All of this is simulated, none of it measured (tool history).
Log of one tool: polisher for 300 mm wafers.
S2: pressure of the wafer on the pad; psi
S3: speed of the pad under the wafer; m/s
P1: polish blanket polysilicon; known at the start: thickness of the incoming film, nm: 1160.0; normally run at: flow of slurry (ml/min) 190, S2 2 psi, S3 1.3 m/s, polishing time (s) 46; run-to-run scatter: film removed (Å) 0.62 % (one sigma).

Run 1, day 0.65: flow of slurry (ml/min) 190, S2 2 psi, S3 1.3 m/s, polishing time (s) 46. Result: film removed (Å) 3221.7.
Run 2, day 1.258: flow of slurry (ml/min) 190, S2 2 psi, S3 1.3 m/s, polishing time (s) 46. Result: film removed (Å) 3249.5.
Run 3, day 1.688: flow of slurry (ml/min) 190, S2 2 psi, S3 1.3 m/s, polishing time (s) 46. Result: film removed (Å) 3268.7.
Run 4, day 2.138: flow of slurry (ml/min) 145, S2 2 psi, S3 1.3 m/s, polishing time (s) 46. Result: film removed (Å) 3118.5.
Run 5, day 2.579: flow of slurry (ml/min) 190, S2 2 psi, S3 2.04 m/s, polishing time (s) 46. Result: film removed (Å) 5132.7.
Run 6, day 3.108: flow of slurry (ml/min) 190, S2 2 psi, S3 1.3 m/s, polishing time (s) 34. Result: film removed (Å) 2395.3.
Run 7, day 3.533: flow of slurry (ml/min) 190, S2 2 psi, S3 1.3 m/s, polishing time (s) 46. Result: film removed (Å) 3277.1.
Run 8, day 4.133: flow of slurry (ml/min) 190, S2 2 psi, S3 1.3 m/s, polishing time (s) 72. Result: film removed (Å) 5075.6.
Run 9, day 4.475: flow of slurry (ml/min) 190, S2 3 psi, S3 1.3 m/s, polishing time (s) 46. Result: film removed (Å) 4852.1.
Run 10, day 4.808: flow of slurry (ml/min) 290, S2 2 psi, S3 1.3 m/s, polishing time (s) 46. Result: film removed (Å) 3425.8.
Run 11, day 5.562: flow of slurry (ml/min) 190, S2 2 psi, S3 0.58 m/s, polishing time (s) 46. Result: film removed (Å) 1452.2.
Run 12, day 6.25: flow of slurry (ml/min) 190, S2 1 psi, S3 1.3 m/s, polishing time (s) 46. Result: film removed (Å) 1637.6.
Run 13, day 6.867: flow of slurry (ml/min) 190, S2 2 psi, S3 1.3 m/s, polishing time (s) 46. Result: film removed (Å) 3251.
Run 14, day 7.404: flow of slurry (ml/min) 190, S2 2 psi, S3 1.3 m/s, polishing time (s) 46. Result: film removed (Å) 3224.7.
Run 15, day 8.146: flow of slurry (ml/min) 190, S2 2.6 psi, S3 1.86 m/s, polishing time (s) 46. Result: film removed (Å) 5958.2.
Run 16, day 8.604: flow of slurry (ml/min) 190, S2 2 psi, S3 1.3 m/s, polishing time (s) 46. Result: film removed (Å) 3235.7.
Run 17, day 9.317: flow of slurry (ml/min) 190, S2 2 psi, S3 1.3 m/s, polishing time (s) 46. Result: film removed (Å) 3255.4.
Run 18, day 10.008: flow of slurry (ml/min) 190, S2 2 psi, S3 1.3 m/s, polishing time (s) 46. Result: film removed (Å) 3157.
Run 19, day 10.638: flow of slurry (ml/min) 190, S2 2 psi, S3 1.3 m/s, polishing time (s) 46. Result: film removed (Å) 3102.4.
Run 20, day 11.317: flow of slurry (ml/min) 190, S2 2 psi, S3 1.3 m/s, polishing time (s) 46. Result: film removed (Å) 3043.9.
At day 11.933: worn pad replaced by a new one.
Run 21, day 11.938: flow of slurry (ml/min) 190, S2 2 psi, S3 1.3 m/s, polishing time (s) 46. Result: film removed (Å) 3053.7.
Run 22, day 12.621: flow of slurry (ml/min) 190, S2 2 psi, S3 1.3 m/s, polishing time (s) 46. Result: film removed (Å) 3014.3.
Run 23, day 13.025: flow of slurry (ml/min) 190, S2 2 psi, S3 1.3 m/s, polishing time (s) 46. Result: film removed (Å) 3000.8.
Run 24, day 13.638: flow of slurry (ml/min) 190, S2 2 psi, S3 1.3 m/s, polishing time (s) 46. Result: film removed (Å) 3013.3.
Run 25, day 13.979: flow of slurry (ml/min) 190, S2 2 psi, S3 1.3 m/s, polishing time (s) 46. Result: film removed (Å) 2976.5.
Run 26, day 14.396: flow of slurry (ml/min) 190, S2 2 psi, S3 1.3 m/s, polishing time (s) 46. Result: film removed (Å) 2978.4.

What P1 gives has crept away from where it was. These 2 causes fit the log equally well, each at the size given:
A: head's pressure below its setpoint, % = 8.27
B: slurry flow missing at the pad, % = 38.9
The creep began at about day 9.317.
Why every other cause is out:
removal rate lost through wear of the pad, %: serviced at day 11.933, which brought nothing back

4 check runs are offered, each on 5 wafers whose results are averaged, their results left as question marks. Which one tells the causes apart?
Run check 1, day 14.812: flow of slurry (ml/min) 190, S2 1.4 psi, S3 0.94 m/s, polishing time (s) 46. Result: film removed (Å) ?.
Run check 2, day 14.812: flow of slurry (ml/min) 255, S2 2 psi, S3 1.3 m/s, polishing time (s) 57. Result: film removed (Å) ?.
Run check 3, day 14.812: flow of slurry (ml/min) 190, S2 1.2 psi, S3 1.3 m/s, polishing time (s) 46. Result: film removed (Å) ?.
Run check 4, day 14.812: flow of slurry (ml/min) 190, S2 1.3 psi, S3 1.3 m/s, polishing time (s) 46. Result: film removed (Å) ?.

What each check would give under each cause:
  check            result    if A    if B
check 1  film removed (Å)  1513.7  1513.9
check 2  film removed (Å)  3839.6  3920.2
check 3  film removed (Å)  1794.4  1794.6
check 4  film removed (Å)  1943.9  1944.2
How far apart the two closest causes lie, in the result that separates them most: check 1 0.01 %; check 2 2.08 %; check 3 0.01 %; check 4 0.01 %
Check 2 tells the causes apart: in the others they would give nearly the same result.

Check 2 was then run and gave: film removed (Å) 3931.8. Which cause is it?

It is B: slurry flow missing at the pad, %.

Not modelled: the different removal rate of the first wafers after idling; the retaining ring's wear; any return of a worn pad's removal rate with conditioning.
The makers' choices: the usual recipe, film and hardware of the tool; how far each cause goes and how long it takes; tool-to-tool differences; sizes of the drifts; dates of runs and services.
